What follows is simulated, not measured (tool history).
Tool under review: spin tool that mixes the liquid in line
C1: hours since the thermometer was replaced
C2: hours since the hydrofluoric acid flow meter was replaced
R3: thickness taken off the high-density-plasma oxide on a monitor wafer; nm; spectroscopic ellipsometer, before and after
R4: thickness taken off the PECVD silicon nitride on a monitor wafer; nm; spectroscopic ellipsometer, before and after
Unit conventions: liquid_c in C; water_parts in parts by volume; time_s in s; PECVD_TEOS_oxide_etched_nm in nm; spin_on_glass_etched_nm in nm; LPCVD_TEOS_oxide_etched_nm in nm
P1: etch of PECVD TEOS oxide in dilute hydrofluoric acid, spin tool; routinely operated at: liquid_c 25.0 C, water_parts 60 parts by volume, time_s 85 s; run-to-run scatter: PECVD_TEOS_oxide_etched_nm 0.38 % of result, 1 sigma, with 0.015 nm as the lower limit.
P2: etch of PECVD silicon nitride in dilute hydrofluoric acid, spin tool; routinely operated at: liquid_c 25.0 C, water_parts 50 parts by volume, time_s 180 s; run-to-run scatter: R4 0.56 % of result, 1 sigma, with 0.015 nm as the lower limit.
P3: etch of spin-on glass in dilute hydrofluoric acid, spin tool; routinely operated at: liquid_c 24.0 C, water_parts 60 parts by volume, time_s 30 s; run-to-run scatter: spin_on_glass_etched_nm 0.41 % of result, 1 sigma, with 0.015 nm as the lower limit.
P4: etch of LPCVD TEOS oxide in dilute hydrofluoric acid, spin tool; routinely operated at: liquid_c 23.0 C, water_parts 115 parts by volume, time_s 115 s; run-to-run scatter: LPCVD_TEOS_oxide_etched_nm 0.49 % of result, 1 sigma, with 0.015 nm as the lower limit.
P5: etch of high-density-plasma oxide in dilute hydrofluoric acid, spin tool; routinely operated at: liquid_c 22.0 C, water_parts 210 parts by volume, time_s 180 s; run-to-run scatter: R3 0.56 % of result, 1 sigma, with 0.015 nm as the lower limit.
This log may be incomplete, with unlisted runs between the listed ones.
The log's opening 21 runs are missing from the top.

run 22 day=2.938 | process=P1 liquid_c=25.0 water_parts=60 time_s=40 | C1=522.7 C2=293.7 | PECVD_TEOS_oxide_etched_nm=10.062
run 23 day=3.075 | process=P4 liquid_c=23.0 water_parts=115 time_s=115 | C1=526.0 C2=297.0 | LPCVD_TEOS_oxide_etched_nm=41.010
run 24 day=3.175 | process=P1 liquid_c=25.0 water_parts=105 time_s=85 | C1=528.4 C2=299.4 | PECVD_TEOS_oxide_etched_nm=11.579
run 25 day=3.367 | process=P1 liquid_c=30.0 water_parts=60 time_s=85 | C1=533.0 C2=304.0 | PECVD_TEOS_oxide_etched_nm=26.059
run 26 day=3.521 | process=P2 liquid_c=25.0 water_parts=30 time_s=180 | C1=536.7 C2=307.7 | R4=23.675
run 27 day=3.708 | process=P1 liquid_c=18.0 water_parts=60 time_s=130 | C1=541.2 C2=312.2 | PECVD_TEOS_oxide_etched_nm=24.513
run 28 day=3.842 | process=P1 liquid_c=18.0 water_parts=60 time_s=85 | C1=544.4 C2=315.4 | PECVD_TEOS_oxide_etched_nm=15.939
run 29 day=4.038 | process=P1 liquid_c=25.0 water_parts=30 time_s=140 | C1=549.1 C2=320.1 | PECVD_TEOS_oxide_etched_nm=73.260

What does the tool deliver on the next run?
run 30 day=4.208 | process=P5 liquid_c=22.0 water_parts=360 time_s=180 | C1=553.2 C2=324.2 | R3=?

R3: 2.0944 nm
